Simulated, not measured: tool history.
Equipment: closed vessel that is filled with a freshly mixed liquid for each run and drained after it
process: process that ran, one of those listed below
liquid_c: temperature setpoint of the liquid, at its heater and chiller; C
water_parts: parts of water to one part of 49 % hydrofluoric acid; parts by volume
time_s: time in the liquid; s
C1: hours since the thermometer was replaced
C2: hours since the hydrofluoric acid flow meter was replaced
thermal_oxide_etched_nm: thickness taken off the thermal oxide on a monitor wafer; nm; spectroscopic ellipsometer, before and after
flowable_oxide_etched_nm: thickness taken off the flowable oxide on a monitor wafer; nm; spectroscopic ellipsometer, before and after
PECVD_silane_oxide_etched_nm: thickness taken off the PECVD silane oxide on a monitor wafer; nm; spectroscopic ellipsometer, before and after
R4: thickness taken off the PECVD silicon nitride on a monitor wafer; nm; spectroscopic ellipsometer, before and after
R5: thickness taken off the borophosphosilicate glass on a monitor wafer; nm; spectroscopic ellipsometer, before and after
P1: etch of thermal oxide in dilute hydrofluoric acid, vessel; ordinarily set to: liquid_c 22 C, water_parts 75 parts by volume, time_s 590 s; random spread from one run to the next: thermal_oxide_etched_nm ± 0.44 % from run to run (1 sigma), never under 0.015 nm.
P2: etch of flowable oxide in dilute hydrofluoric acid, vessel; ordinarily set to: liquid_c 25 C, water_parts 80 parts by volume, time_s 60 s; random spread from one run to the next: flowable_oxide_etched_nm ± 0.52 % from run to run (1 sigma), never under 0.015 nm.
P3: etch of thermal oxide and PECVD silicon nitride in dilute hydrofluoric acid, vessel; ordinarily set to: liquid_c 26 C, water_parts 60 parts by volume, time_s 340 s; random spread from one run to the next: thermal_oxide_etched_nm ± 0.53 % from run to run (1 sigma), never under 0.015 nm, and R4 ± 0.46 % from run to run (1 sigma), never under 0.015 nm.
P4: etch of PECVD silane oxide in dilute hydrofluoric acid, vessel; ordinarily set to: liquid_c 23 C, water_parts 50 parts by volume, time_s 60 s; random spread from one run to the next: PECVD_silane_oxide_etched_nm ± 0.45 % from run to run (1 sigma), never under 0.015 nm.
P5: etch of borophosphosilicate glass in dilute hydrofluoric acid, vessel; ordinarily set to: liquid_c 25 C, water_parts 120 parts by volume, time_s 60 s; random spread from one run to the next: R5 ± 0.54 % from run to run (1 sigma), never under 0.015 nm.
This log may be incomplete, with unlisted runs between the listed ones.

run 1 hour=4.3 | process=P1 liquid_c=22 water_parts=75 time_s=590 | C1=181.3 C2=186.6 | thermal_oxide_etched_nm=36.829
run 2 hour=9.3 | process=P2 liquid_c=25 water_parts=135 time_s=60 | C1=186.3 C2=191.6 | flowable_oxide_etched_nm=12.633
run 3 hour=15.1 | process=P1 liquid_c=22 water_parts=75 time_s=850 | C1=192.1 C2=197.4 | thermal_oxide_etched_nm=53.703
run 4 hour=19.7 | process=P4 liquid_c=23 water_parts=50 time_s=60 | C1=196.7 C2=202 | PECVD_silane_oxide_etched_nm=36.296
run 5 hour=24.1 | process=P3 liquid_c=26 water_parts=60 time_s=165 | C1=201.1 C2=206.4 | thermal_oxide_etched_nm=15.495 R4=5.3504
run 6 hour=29.5 | process=P3 liquid_c=26 water_parts=60 time_s=340 | C1=206.5 C2=211.8 | thermal_oxide_etched_nm=31.949 R4=10.964
run 7 hour=32.7 | process=P1 liquid_c=22 water_parts=75 time_s=590 | C1=209.7 C2=215 | thermal_oxide_etched_nm=37.007
run 8 hour=38 | process=P5 liquid_c=25 water_parts=120 time_s=60 | C1=215 C2=220.3 | R5=21.522
run 9 hour=40.9 | process=P4 liquid_c=23 water_parts=50 time_s=60 | C1=217.9 C2=223.2 | PECVD_silane_oxide_etched_nm=36.534
run 10 hour=44.6 | process=P2 liquid_c=20.5 water_parts=80 time_s=60 | C1=221.6 C2=226.9 | flowable_oxide_etched_nm=19.168
run 11 hour=48 | process=P1 liquid_c=22 water_parts=75 time_s=590 | C1=225 C2=230.3 | thermal_oxide_etched_nm=36.957
run 12 hour=50.8 | process=P4 liquid_c=23 water_parts=25 time_s=60 | C1=227.8 C2=233.1 | PECVD_silane_oxide_etched_nm=75.45
run 13 hour=54.7 | process=P5 liquid_c=25 water_parts=120 time_s=30 | C1=231.7 C2=237 | R5=10.919
run 14 hour=59.7 | process=P1 liquid_c=22 water_parts=125 time_s=345 | C1=236.7 C2=242 | thermal_oxide_etched_nm=12.271
run 15 hour=63.9 | process=P1 liquid_c=17 water_parts=25 time_s=590 | C1=240.9 C2=246.2 | thermal_oxide_etched_nm=94.987
run 16 hour=67.9 | process=P1 liquid_c=26.5 water_parts=75 time_s=590 | C1=244.9 C2=250.2 | thermal_oxide_etched_nm=44.521
run 17 hour=73.7 | process=P1 liquid_c=22 water_parts=75 time_s=590 | C1=250.7 C2=256 | thermal_oxide_etched_nm=37.299
run 18 hour=79.5 | process=P5 liquid_c=25 water_parts=215 time_s=60 | C1=256.5 C2=261.8 | R5=10.843
run 19 hour=83.9 | process=P4 liquid_c=18 water_parts=50 time_s=60 | C1=260.9 C2=266.2 | PECVD_silane_oxide_etched_nm=29.416
run 20 hour=87.4 | process=P1 liquid_c=22 water_parts=75 time_s=275 | C1=264.4 C2=269.7 | thermal_oxide_etched_nm=17.214
run 21 hour=90.4 | process=P2 liquid_c=25 water_parts=80 time_s=60 | C1=267.4 C2=272.7 | flowable_oxide_etched_nm=23.17
run 22 hour=94.6 | process=P5 liquid_c=25 water_parts=120 time_s=60 | C1=271.6 C2=276.9 | R5=21.859
run 23 hour=100.1 | process=P1 liquid_c=22 water_parts=40 time_s=590 | C1=277.1 C2=282.4 | thermal_oxide_etched_nm=72.504
run 24 hour=105.9 | process=P1 liquid_c=22 water_parts=120 time_s=590 | C1=282.9 C2=288.2 | thermal_oxide_etched_nm=21.968
run 25 hour=108.6 | process=P5 liquid_c=29 water_parts=120 time_s=60 | C1=285.6 C2=290.9 | R5=24.957
run 26 hour=112.8 | process=P1 liquid_c=22 water_parts=75 time_s=590 | C1=289.8 C2=295.1 | thermal_oxide_etched_nm=37.098
run 27 hour=117.2 | process=P3 liquid_c=26 water_parts=105 time_s=340 | C1=294.2 C2=299.5 | thermal_oxide_etched_nm=17.381 R4=6.3317
run 28 hour=120.4 | process=P4 liquid_c=23 water_parts=50 time_s=30 | C1=297.4 C2=302.7 | PECVD_silane_oxide_etched_nm=18.349
run 29 hour=123 | process=P3 liquid_c=30 water_parts=60 time_s=340 | C1=300 C2=305.3 | thermal_oxide_etched_nm=37.617 R4=14.207
run 30 hour=126.9 | process=P2 liquid_c=25 water_parts=80 time_s=90 | C1=303.9 C2=309.2 | flowable_oxide_etched_nm=34.474
run 31 hour=131 | process=P1 liquid_c=18 water_parts=75 time_s=590 | C1=308 C2=313.3 | thermal_oxide_etched_nm=31.037
run 32 hour=136.4 | process=P1 liquid_c=22 water_parts=75 time_s=590 | C1=313.4 C2=318.7 | thermal_oxide_etched_nm=37.033
run 33 hour=140.7 | process=P1 liquid_c=26 water_parts=75 time_s=980 | C1=317.7 C2=323 | thermal_oxide_etched_nm=72.609
run 34 hour=145.1 | process=P1 liquid_c=22 water_parts=75 time_s=590 | C1=322.1 C2=327.4 | thermal_oxide_etched_nm=37.085
run 35 hour=149 | process=P1 liquid_c=22 water_parts=75 time_s=590 | C1=326 C2=331.3 | thermal_oxide_etched_nm=36.008
run 36 hour=152.1 | process=P1 liquid_c=22 water_parts=75 time_s=590 | C1=329.1 C2=334.4 | thermal_oxide_etched_nm=35.665
run 37 hour=156.3 | process=P1 liquid_c=22 water_parts=75 time_s=590 | C1=333.3 C2=338.6 | thermal_oxide_etched_nm=34.991
run 38 hour=161.4 | process=P1 liquid_c=22 water_parts=75 time_s=590 | C1=338.4 C2=343.7 | thermal_oxide_etched_nm=35.012
run 39 hour=164.3 | process=P1 liquid_c=22 water_parts=75 time_s=590 | C1=341.3 C2=346.6 | thermal_oxide_etched_nm=34.835
run 40 hour=168.7 | process=P1 liquid_c=22 water_parts=75 time_s=590 | C1=345.7 C2=351 | thermal_oxide_etched_nm=34.901
run 41 hour=173 | process=P1 liquid_c=22 water_parts=75 time_s=590 | C1=350 C2=355.3 | thermal_oxide_etched_nm=34.653

P1 has crept away from where it was. The log is fitted equally well by each of these 2 causes, at the sizes shown:
A: liquid colder than its thermometer reads (K) = 1.58
B: hydrofluoric acid flow below the setpoint (%) = 5.76
The process output started creeping at around hour 145.1.

Each of the 4 check runs below uses one wafer; its results are left as question marks. Which run tells the causes apart?
run check 1 hour=177.3 | process=P5 liquid_c=25 water_parts=120 time_s=60 | R5=?
run check 2 hour=177.3 | process=P2 liquid_c=25 water_parts=80 time_s=60 | flowable_oxide_etched_nm=?
run check 3 hour=177.3 | process=P4 liquid_c=23 water_parts=50 time_s=60 | PECVD_silane_oxide_etched_nm=?
run check 4 hour=177.3 | process=P3 liquid_c=26 water_parts=60 time_s=340 | thermal_oxide_etched_nm=? R4=?

Expected result of each check under each candidate cause:
check=check_1 result=R5 if_A=20.398 if_B=20.263
check=check_2 result=flowable_oxide_etched_nm if_A=21.568 if_B=21.52
check=check_3 result=PECVD_silane_oxide_etched_nm if_A=34.135 if_B=34.224
check=check_4 result=thermal_oxide_etched_nm if_A=30.018 if_B=30.002
check=check_4 result=R4 if_A=9.9012 if_B=10.373
Separation of the two closest causes in each check, using whichever result separates them best: check 1 0.66 %; check 2 0.22 %; check 3 0.26 %; check 4 4.65 %
Only in check 4 would the causes give clearly different results; in the remaining checks their results would be nearly the same.

Check 4 was carried out, with these results: thermal_oxide_etched_nm 29.949 nm; R4 9.9094 nm. Which of the listed causes is responsible?

It was cause A: liquid colder than its thermometer reads (K).

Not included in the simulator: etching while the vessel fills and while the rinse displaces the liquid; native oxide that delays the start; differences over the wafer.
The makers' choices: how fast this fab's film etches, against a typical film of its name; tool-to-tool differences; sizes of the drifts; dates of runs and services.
